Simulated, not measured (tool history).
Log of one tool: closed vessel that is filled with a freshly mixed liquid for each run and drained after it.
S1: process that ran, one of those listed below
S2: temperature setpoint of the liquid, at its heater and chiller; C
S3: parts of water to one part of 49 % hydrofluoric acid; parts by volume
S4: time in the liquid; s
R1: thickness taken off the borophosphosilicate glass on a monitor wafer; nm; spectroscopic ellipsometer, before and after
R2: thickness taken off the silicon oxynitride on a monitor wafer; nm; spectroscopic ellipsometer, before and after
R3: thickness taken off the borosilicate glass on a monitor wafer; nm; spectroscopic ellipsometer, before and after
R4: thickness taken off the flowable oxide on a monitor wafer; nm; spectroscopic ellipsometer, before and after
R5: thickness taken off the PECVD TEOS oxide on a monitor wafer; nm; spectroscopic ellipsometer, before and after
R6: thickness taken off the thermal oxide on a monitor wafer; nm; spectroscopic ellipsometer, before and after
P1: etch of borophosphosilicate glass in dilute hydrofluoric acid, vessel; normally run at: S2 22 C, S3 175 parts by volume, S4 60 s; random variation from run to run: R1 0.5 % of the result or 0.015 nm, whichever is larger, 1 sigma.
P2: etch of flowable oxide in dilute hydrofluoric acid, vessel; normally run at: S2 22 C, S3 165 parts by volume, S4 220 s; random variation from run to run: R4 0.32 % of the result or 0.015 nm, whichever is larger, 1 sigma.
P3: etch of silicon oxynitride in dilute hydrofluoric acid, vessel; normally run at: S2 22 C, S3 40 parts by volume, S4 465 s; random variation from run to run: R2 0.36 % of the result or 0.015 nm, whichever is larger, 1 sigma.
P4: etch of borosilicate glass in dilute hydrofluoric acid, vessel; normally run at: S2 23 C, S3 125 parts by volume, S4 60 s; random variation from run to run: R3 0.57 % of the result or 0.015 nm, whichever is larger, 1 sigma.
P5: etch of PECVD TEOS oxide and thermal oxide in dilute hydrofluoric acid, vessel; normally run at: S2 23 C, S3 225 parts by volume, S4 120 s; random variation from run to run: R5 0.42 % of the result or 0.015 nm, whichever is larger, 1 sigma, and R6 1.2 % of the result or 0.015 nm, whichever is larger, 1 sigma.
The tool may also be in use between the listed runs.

run,hour,S1,S2,S3,S4,R1,R2,R3,R4,R5,R6
1,5,P1,22,175,60,17.186,,,,,
2,9,P1,17,175,60,14.227,,,,,
3,16.2,P3,22,40,465,,35.99,,,,
4,24.6,P3,22,55,465,,25.895,,,,
5,30.2,P4,23,125,90,,,17.418,,,
6,38.2,P2,22,270,220,,,,32.848,,
7,45.7,P5,23,225,120,,,,,9.6587,2.1047
8,51.4,P1,22,175,60,17.06,,,,,
9,58.3,P1,22,175,60,17.022,,,,,
10,65.7,P1,22,300,60,8.9351,,,,,
11,72.7,P1,22,175,60,17.319,,,,,
12,80.7,P4,23,125,60,,,11.557,,,
13,88.3,P3,17,40,465,,27.809,,,,
14,92.8,P1,22,175,30,8.7364,,,,,
15,97.9,P1,28,255,60,13.628,,,,,
16,102.7,P5,23,225,120,,,,,9.6381,2.0696
17,110.5,P4,23,70,60,,,22.018,,,
18,118.5,P1,28,175,60,21.658,,,,,
19,125.8,P3,22,40,465,,35.831,,,,
20,131,P1,22,175,105,30.128,,,,,
21,137,P5,23,315,120,,,,,6.3643,1.3535
22,143.4,P1,22,175,60,17.26,,,,,
23,148,P4,19.5,125,60,,,10.055,,,
24,156.9,P1,17,175,110,26.054,,,,,
25,165.1,P2,27.5,165,220,,,,73.541,,
26,169.6,P2,22,165,30,,,,8.1847,,
27,176.4,P5,27,225,120,,,,,11.302,2.3863
28,184,P1,22,175,60,17.215,,,,,
29,190.5,P3,22,40,65,,5.022,,,,
30,198.5,P1,22,35,60,102.46,,,,,
31,202.7,P2,22,165,220,,,,59.503,,
32,210.1,P5,23,225,215,,,,,17.256,3.7476
33,215.1,P1,17,270,60,8.4325,,,,,
34,219.9,P1,22,175,60,17.308,,,,,
35,227.2,P1,22,175,60,17.704,,,,,
36,231.8,P1,22,175,60,17.972,,,,,
37,238.5,P1,22,175,60,18.091,,,,,
38,246.5,P1,22,175,60,18.306,,,,,
39,252.9,P1,22,175,60,18.357,,,,,
40,261.1,P1,22,175,60,18.347,,,,,
41,270,P1,22,175,60,18.687,,,,,
42,278.7,P1,22,175,60,18.538,,,,,
43,283,P1,22,175,60,18.769,,,,,
44,291.7,P1,22,175,60,18.574,,,,,
45,300.9,P1,22,175,60,18.679,,,,,

What P1 gives has crept away from where it was. These 2 causes fit the log equally well, each at the size given:
A: liquid hotter than its thermometer reads (K) = 2.02
B: hydrofluoric acid flow above the setpoint (%) = 6.7
The creep began at about hour 219.9.

4 check runs are offered, one wafer each, their results left as question marks. Which one tells the causes apart?
check 1,310.1,P2,22,165,220,,,,?,,
check 2,310.1,P4,23,125,60,,,?,,,
check 3,310.1,P5,23,225,120,,,,,?,?
check 4,310.1,P3,22,40,465,,?,,,,

What each check would give under each cause:
check,result,if A,if B
check 1,R4,64.568,64.49
check 2,R3,12.483,12.426
check 3,R5,10.425,10.487
check 3,R6,2.2192,2.2325
check 4,R2,39.796,38.487
How far apart the two closest causes lie, in the result that separates them most: check 1 0.12 %; check 2 0.46 %; check 3 0.6 %; check 4 3.34 %
Only check 4 tells the causes apart: in the others they would give nearly the same result.

Check 4 was then run and gave: R2 39.867 nm. Which cause is it?

It is A: liquid hotter than its thermometer reads (K).
